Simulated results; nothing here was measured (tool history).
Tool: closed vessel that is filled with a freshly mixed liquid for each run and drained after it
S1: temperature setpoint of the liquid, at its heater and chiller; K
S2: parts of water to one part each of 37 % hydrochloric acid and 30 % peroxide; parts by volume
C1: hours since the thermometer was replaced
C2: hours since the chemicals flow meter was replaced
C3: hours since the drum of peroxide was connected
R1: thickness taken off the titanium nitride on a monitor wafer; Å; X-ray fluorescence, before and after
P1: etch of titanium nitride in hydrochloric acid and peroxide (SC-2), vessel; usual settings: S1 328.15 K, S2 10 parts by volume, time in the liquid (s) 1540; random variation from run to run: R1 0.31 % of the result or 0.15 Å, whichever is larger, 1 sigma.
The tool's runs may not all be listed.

{"run": 1, "day": 0.429, "S1": 328.15, "S2": 10, "time in the liquid (s)": 1540, "C1": 1401.4, "C2": 72.4, "C3": 823.5, "R1": 302.69}
{"run": 2, "day": 0.875, "S1": 328.15, "S2": 10, "time in the liquid (s)": 1540, "C1": 1412.1, "C2": 83.1, "C3": 834.2, "R1": 302.6}
{"run": 3, "day": 1.167, "S1": 314.65, "S2": 15.5, "time in the liquid (s)": 1540, "C1": 1419.1, "C2": 90.1, "C3": 841.2, "R1": 83.156}
{"run": 4, "day": 1.512, "S1": 328.15, "S2": 10, "time in the liquid (s)": 1540, "C1": 1427.4, "C2": 98.4, "C3": 849.5, "R1": 302.29}
{"run": 5, "day": 1.95, "S1": 328.15, "S2": 10, "time in the liquid (s)": 2840, "C1": 1437.9, "C2": 108.9, "C3": 860, "R1": 554.83}
{"run": 6, "day": 2.317, "S1": 328.15, "S2": 4, "time in the liquid (s)": 1540, "C1": 1446.7, "C2": 117.7, "C3": 868.8, "R1": 604.14}
{"run": 7, "day": 2.779, "S1": 340.65, "S2": 10, "time in the liquid (s)": 1540, "C1": 1457.8, "C2": 128.8, "C3": 879.9, "R1": 657.99}
{"run": 8, "day": 3.2, "S1": 328.15, "S2": 10, "time in the liquid (s)": 30, "C1": 1467.9, "C2": 138.9, "C3": 890, "R1": 5.793}
{"run": 9, "day": 3.454, "S1": 328.15, "S2": 10, "time in the liquid (s)": 1540, "C1": 1474, "C2": 145, "C3": 896.1, "R1": 301.75}
{"run": 10, "day": 3.792, "S1": 317.15, "S2": 10, "time in the liquid (s)": 1540, "C1": 1482.1, "C2": 153.1, "C3": 904.2, "R1": 144.85}
{"run": 11, "day": 4.112, "S1": 328.15, "S2": 18, "time in the liquid (s)": 1540, "C1": 1489.8, "C2": 160.8, "C3": 911.9, "R1": 180.79}
{"run": 12, "day": 4.579, "S1": 328.15, "S2": 10, "time in the liquid (s)": 1540, "C1": 1501, "C2": 172, "C3": 923.1, "R1": 302.08}
{"run": 13, "day": 4.875, "S1": 328.15, "S2": 10, "time in the liquid (s)": 1540, "C1": 1508.1, "C2": 179.1, "C3": 930.2, "R1": 311.12}
{"run": 14, "day": 5.383, "S1": 328.15, "S2": 10, "time in the liquid (s)": 1540, "C1": 1520.3, "C2": 191.3, "C3": 942.4, "R1": 319.92}
{"run": 15, "day": 5.742, "S1": 328.15, "S2": 10, "time in the liquid (s)": 1540, "C1": 1528.9, "C2": 199.9, "C3": 951, "R1": 324.07}
{"run": 16, "day": 6.233, "S1": 328.15, "S2": 10, "time in the liquid (s)": 1540, "C1": 1540.7, "C2": 211.7, "C3": 962.8, "R1": 325.23}
{"run": 17, "day": 6.546, "S1": 328.15, "S2": 10, "time in the liquid (s)": 1540, "C1": 1548.2, "C2": 219.2, "C3": 970.3, "R1": 324.67}
{"run": 18, "day": 6.983, "S1": 328.15, "S2": 10, "time in the liquid (s)": 1540, "C1": 1558.7, "C2": 229.7, "C3": 980.8, "R1": 325.63}

What P1 gives has crept away from where it was. These 2 causes fit the log equally well, each at the size given:
A: chemicals flow above the setpoint (%) = 9.57
B: liquid hotter than its thermometer reads (K) = 1.18
The creep began at about day 4.579.
Why every other cause is out:
peroxide weaker than its label (%): at most 8, which would move R1 by -7.4 %: too little, or the wrong way

4 check runs are offered, each on 2 wafers whose results are averaged, their results left as question marks. Which one tells the causes apart?
{"run": "check 1", "day": 7.421, "S1": 339.65, "S2": 10, "time in the liquid (s)": 815, "R1": "?"}
{"run": "check 2", "day": 7.421, "S1": 328.15, "S2": 10, "time in the liquid (s)": 2645, "R1": "?"}
{"run": "check 3", "day": 7.421, "S1": 321.15, "S2": 10, "time in the liquid (s)": 1540, "R1": "?"}
{"run": "check 4", "day": 7.421, "S1": 317.65, "S2": 4, "time in the liquid (s)": 1540, "R1": "?"}

What each check would give under each cause:
check=check_1 result=R1 if_A=353.62 if_B=352.02
check=check_2 result=R1 if_A=559.51 if_B=559.79
check=check_3 result=R1 if_A=205.14 if_B=205.93
check=check_4 result=R1 if_A=318.09 if_B=324.91
How far apart the two closest causes lie, in the result that separates them most: check 1 0.46 %; check 2 0.05 %; check 3 0.38 %; check 4 2.12 %
Only check 4 tells the causes apart: in the others they would give nearly the same result.

Then check 4 was run and gave: R1 324.05 Å. Which cause is it?

It is B: liquid hotter than its thermometer reads (K).
